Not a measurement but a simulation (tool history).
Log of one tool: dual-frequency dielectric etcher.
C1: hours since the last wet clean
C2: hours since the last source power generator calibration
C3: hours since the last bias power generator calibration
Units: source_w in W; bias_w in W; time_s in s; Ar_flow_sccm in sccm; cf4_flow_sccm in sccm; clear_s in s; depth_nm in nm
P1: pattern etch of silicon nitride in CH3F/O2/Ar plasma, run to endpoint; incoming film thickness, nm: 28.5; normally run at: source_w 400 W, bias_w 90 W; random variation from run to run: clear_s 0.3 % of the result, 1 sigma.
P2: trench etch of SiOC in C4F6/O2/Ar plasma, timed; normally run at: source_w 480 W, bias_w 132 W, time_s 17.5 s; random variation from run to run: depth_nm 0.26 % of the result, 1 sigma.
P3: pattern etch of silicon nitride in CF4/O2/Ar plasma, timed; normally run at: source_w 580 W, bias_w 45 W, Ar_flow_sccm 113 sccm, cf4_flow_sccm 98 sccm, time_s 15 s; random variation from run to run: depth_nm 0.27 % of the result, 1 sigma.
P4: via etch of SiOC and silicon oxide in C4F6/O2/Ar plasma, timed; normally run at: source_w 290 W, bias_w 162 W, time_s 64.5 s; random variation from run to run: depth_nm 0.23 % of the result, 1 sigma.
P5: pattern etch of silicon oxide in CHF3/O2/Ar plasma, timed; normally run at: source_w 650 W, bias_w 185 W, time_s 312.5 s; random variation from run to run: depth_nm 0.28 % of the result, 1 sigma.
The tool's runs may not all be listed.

{"run": 1, "hour": 4.3, "process": "P1", "source_w": 400, "bias_w": 90, "C1": 287, "C2": 695.5, "C3": 496.2, "clear_s": 38.094}
{"run": 2, "hour": 11.2, "process": "P4", "source_w": 290, "bias_w": 162, "time_s": 35.5, "C1": 293.9, "C2": 702.4, "C3": 503.1, "depth_nm": 34.009}
{"run": 3, "hour": 18.2, "process": "P3", "source_w": 580, "bias_w": 45, "time_s": 15, "Ar_flow_sccm": 113, "cf4_flow_sccm": 98, "C1": 300.9, "C2": 709.4, "C3": 510.1, "depth_nm": 31.377}
{"run": 4, "hour": 22.1, "process": "P2", "source_w": 480, "bias_w": 169, "time_s": 17.5, "C1": 304.8, "C2": 713.3, "C3": 514, "depth_nm": 37.843}
{"run": 5, "hour": 25.7, "process": "P3", "source_w": 580, "bias_w": 45, "time_s": 15, "Ar_flow_sccm": 81, "cf4_flow_sccm": 98, "C1": 308.4, "C2": 716.9, "C3": 517.6, "depth_nm": 32.734}
{"run": 6, "hour": 32.1, "process": "P1", "source_w": 400, "bias_w": 90, "C1": 314.8, "C2": 723.3, "C3": 524, "clear_s": 38.076}
{"run": 7, "hour": 36.2, "process": "P1", "source_w": 560, "bias_w": 90, "C1": 318.9, "C2": 727.4, "C3": 528.1, "clear_s": 33.596}
{"run": 8, "hour": 41.0, "process": "P2", "source_w": 480, "bias_w": 132, "time_s": 17.5, "C1": 323.7, "C2": 732.2, "C3": 532.9, "depth_nm": 34.96}
{"run": 9, "hour": 45.2, "process": "P1", "source_w": 260, "bias_w": 90, "C1": 327.9, "C2": 736.4, "C3": 537.1, "clear_s": 44.747}
{"run": 10, "hour": 49.5, "process": "P1", "source_w": 400, "bias_w": 90, "C1": 332.2, "C2": 740.7, "C3": 541.4, "clear_s": 38.212}
{"run": 11, "hour": 53.7, "process": "P3", "source_w": 580, "bias_w": 45, "time_s": 11.5, "Ar_flow_sccm": 113, "cf4_flow_sccm": 98, "C1": 336.4, "C2": 744.9, "C3": 545.6, "depth_nm": 24.075}
{"run": 12, "hour": 61.3, "process": "P1", "source_w": 500, "bias_w": 55, "C1": 344, "C2": 752.5, "C3": 553.2, "clear_s": 41.33}
{"run": 13, "hour": 67.4, "process": "P1", "source_w": 520, "bias_w": 69, "C1": 350.1, "C2": 758.6, "C3": 559.3, "clear_s": 37.78}
{"run": 14, "hour": 75.3, "process": "P3", "source_w": 580, "bias_w": 60, "time_s": 15, "Ar_flow_sccm": 113, "cf4_flow_sccm": 98, "C1": 358, "C2": 766.5, "C3": 567.2, "depth_nm": 34.812}
{"run": 15, "hour": 83.2, "process": "P1", "source_w": 400, "bias_w": 90, "C1": 365.9, "C2": 774.4, "C3": 575.1, "clear_s": 37.979}
{"run": 16, "hour": 91.0, "process": "P1", "source_w": 400, "bias_w": 119, "C1": 373.7, "C2": 782.2, "C3": 582.9, "clear_s": 34.353}
{"run": 17, "hour": 95.6, "process": "P3", "source_w": 580, "bias_w": 45, "time_s": 15, "Ar_flow_sccm": 113, "cf4_flow_sccm": 71, "C1": 378.3, "C2": 786.8, "C3": 587.5, "depth_nm": 29.977}
{"run": 18, "hour": 99.7, "process": "P4", "source_w": 380, "bias_w": 162, "time_s": 64.5, "C1": 382.4, "C2": 790.9, "C3": 591.6, "depth_nm": 68.736}
{"run": 19, "hour": 106.0, "process": "P5", "source_w": 650, "bias_w": 185, "time_s": 312.5, "C1": 388.7, "C2": 797.2, "C3": 597.9, "depth_nm": 624.56}
{"run": 20, "hour": 112.8, "process": "P4", "source_w": 290, "bias_w": 209, "time_s": 64.5, "C1": 395.5, "C2": 804, "C3": 604.7, "depth_nm": 67.352}
{"run": 21, "hour": 117.4, "process": "P2", "source_w": 480, "bias_w": 132, "time_s": 25.5, "C1": 400.1, "C2": 808.6, "C3": 609.3, "depth_nm": 51.234}
{"run": 22, "hour": 121.9, "process": "P5", "source_w": 650, "bias_w": 260, "time_s": 312.5, "C1": 404.6, "C2": 813.1, "C3": 613.8, "depth_nm": 699.3}
{"run": 23, "hour": 126.9, "process": "P5", "source_w": 650, "bias_w": 185, "time_s": 312.5, "C1": 409.6, "C2": 818.1, "C3": 618.8, "depth_nm": 622.41}
{"run": 24, "hour": 132.5, "process": "P1", "source_w": 280, "bias_w": 57, "C1": 415.2, "C2": 823.7, "C3": 624.4, "clear_s": 51.019}
{"run": 25, "hour": 136.8, "process": "P5", "source_w": 810, "bias_w": 185, "time_s": 312.5, "C1": 419.5, "C2": 828, "C3": 628.7, "depth_nm": 675.46}

Run 26 comes next. What will it give?
{"run": 26, "hour": 143.9, "process": "P5", "source_w": 650, "bias_w": 185, "time_s": 409, "C1": 426.6, "C2": 835.1, "C3": 635.8, "depth_nm": "?"}

Run 26 gave depth_nm 812.85 nm.

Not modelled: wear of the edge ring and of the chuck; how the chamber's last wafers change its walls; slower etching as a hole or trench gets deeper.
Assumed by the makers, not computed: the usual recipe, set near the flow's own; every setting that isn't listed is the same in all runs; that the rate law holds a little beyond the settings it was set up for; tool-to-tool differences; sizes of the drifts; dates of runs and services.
